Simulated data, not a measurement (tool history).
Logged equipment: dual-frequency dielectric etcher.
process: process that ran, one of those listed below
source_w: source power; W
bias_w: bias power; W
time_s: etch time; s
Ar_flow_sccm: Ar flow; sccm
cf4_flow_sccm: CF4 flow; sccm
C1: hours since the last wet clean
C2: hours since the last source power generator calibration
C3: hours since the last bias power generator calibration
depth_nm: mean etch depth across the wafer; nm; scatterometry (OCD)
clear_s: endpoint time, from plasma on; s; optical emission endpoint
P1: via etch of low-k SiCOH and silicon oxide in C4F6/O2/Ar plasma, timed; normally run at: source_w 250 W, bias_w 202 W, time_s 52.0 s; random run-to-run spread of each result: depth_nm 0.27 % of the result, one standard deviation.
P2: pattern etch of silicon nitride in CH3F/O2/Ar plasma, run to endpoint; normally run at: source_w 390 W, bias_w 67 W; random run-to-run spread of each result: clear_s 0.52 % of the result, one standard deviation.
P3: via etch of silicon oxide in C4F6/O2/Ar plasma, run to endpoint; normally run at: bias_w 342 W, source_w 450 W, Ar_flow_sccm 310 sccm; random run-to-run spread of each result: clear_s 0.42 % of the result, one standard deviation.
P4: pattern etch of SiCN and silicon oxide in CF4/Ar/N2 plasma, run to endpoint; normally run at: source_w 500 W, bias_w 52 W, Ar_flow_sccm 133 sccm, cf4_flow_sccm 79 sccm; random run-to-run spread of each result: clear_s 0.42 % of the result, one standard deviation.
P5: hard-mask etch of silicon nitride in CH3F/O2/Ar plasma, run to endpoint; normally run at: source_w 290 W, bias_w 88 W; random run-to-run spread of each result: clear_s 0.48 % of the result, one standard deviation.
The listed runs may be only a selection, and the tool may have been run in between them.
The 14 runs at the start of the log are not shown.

run 15 hour=76.9 | process=P1 source_w=250 bias_w=202 time_s=52.0 | C1=44.7 C2=234.8 C3=48.5 | depth_nm=104.930
run 16 hour=81.5 | process=P4 source_w=500 bias_w=65 Ar_flow_sccm=133 cf4_flow_sccm=79 | C1=49.3 C2=239.4 C3=53.1 | clear_s=10.003
run 17 hour=85.6 | process=P3 source_w=450 bias_w=342 Ar_flow_sccm=194 | C1=53.4 C2=243.5 C3=57.2 | clear_s=18.993
run 18 hour=90.1 | process=P3 source_w=450 bias_w=199 Ar_flow_sccm=310 | C1=57.9 C2=248.0 C3=61.7 | clear_s=23.861
run 19 hour=94.2 | process=P1 source_w=250 bias_w=264 time_s=52.0 | C1=62.0 C2=252.1 C3=65.8 | depth_nm=114.740
run 20 hour=98.1 | process=P1 source_w=190 bias_w=202 time_s=52.0 | C1=65.9 C2=256.0 C3=69.7 | depth_nm=94.342
run 21 hour=103.5 | process=P1 source_w=250 bias_w=145 time_s=52.0 | C1=71.3 C2=261.4 C3=75.1 | depth_nm=94.323
run 22 hour=107.4 | process=P3 source_w=360 bias_w=342 Ar_flow_sccm=310 | C1=75.2 C2=265.3 C3=79.0 | clear_s=21.660
run 23 hour=113.5 | process=P1 source_w=250 bias_w=202 time_s=52.0 | C1=81.3 C2=271.4 C3=85.1 | depth_nm=105.170
run 24 hour=118.8 | process=P1 source_w=250 bias_w=140 time_s=67.5 | C1=86.6 C2=276.7 C3=90.4 | depth_nm=121.040
run 25 hour=125.8 | process=P4 source_w=500 bias_w=52 Ar_flow_sccm=133 cf4_flow_sccm=79 | C1=93.6 C2=283.7 C3=97.4 | clear_s=10.693
run 26 hour=130.4 | process=P1 source_w=250 bias_w=202 time_s=35.0 | C1=98.2 C2=288.3 C3=102.0 | depth_nm=70.670
run 27 hour=137.0 | process=P5 source_w=290 bias_w=88 | C1=104.8 C2=294.9 C3=108.6 | clear_s=51.178
run 28 hour=142.9 | process=P1 source_w=250 bias_w=202 time_s=52.0 | C1=110.7 C2=300.8 C3=114.5 | depth_nm=104.750
run 29 hour=146.5 | process=P2 source_w=390 bias_w=85 | C1=114.3 C2=304.4 C3=118.1 | clear_s=28.528
run 30 hour=151.6 | process=P3 source_w=450 bias_w=342 Ar_flow_sccm=310 | C1=119.4 C2=309.5 C3=123.2 | clear_s=19.967
run 31 hour=155.3 | process=P4 source_w=500 bias_w=52 Ar_flow_sccm=133 cf4_flow_sccm=111 | C1=123.1 C2=313.2 C3=126.9 | clear_s=10.059
run 32 hour=161.1 | process=P1 source_w=250 bias_w=202 time_s=52.0 | C1=128.9 C2=319.0 C3=132.7 | depth_nm=104.780
run 33 hour=167.7 | process=P1 source_w=250 bias_w=202 time_s=52.0 | C1=135.5 C2=325.6 C3=139.3 | depth_nm=104.300
run 34 hour=173.9 | process=P1 source_w=250 bias_w=202 time_s=52.0 | C1=141.7 C2=331.8 C3=145.5 | depth_nm=103.370
-- hour=177.6 wet clean of the chamber
run 35 hour=178.5 | process=P1 source_w=250 bias_w=202 time_s=52.0 | C1=0.9 C2=336.4 C3=150.1 | depth_nm=103.890
run 36 hour=185.3 | process=P1 source_w=250 bias_w=202 time_s=52.0 | C1=7.7 C2=343.2 C3=156.9 | depth_nm=103.090

What does the tool deliver on the next run?
run 37 hour=191.5 | process=P1 source_w=250 bias_w=202 time_s=52.0 | C1=13.9 C2=349.4 C3=163.1 | depth_nm=?

{"run 37": {"depth_nm": 103.44}}
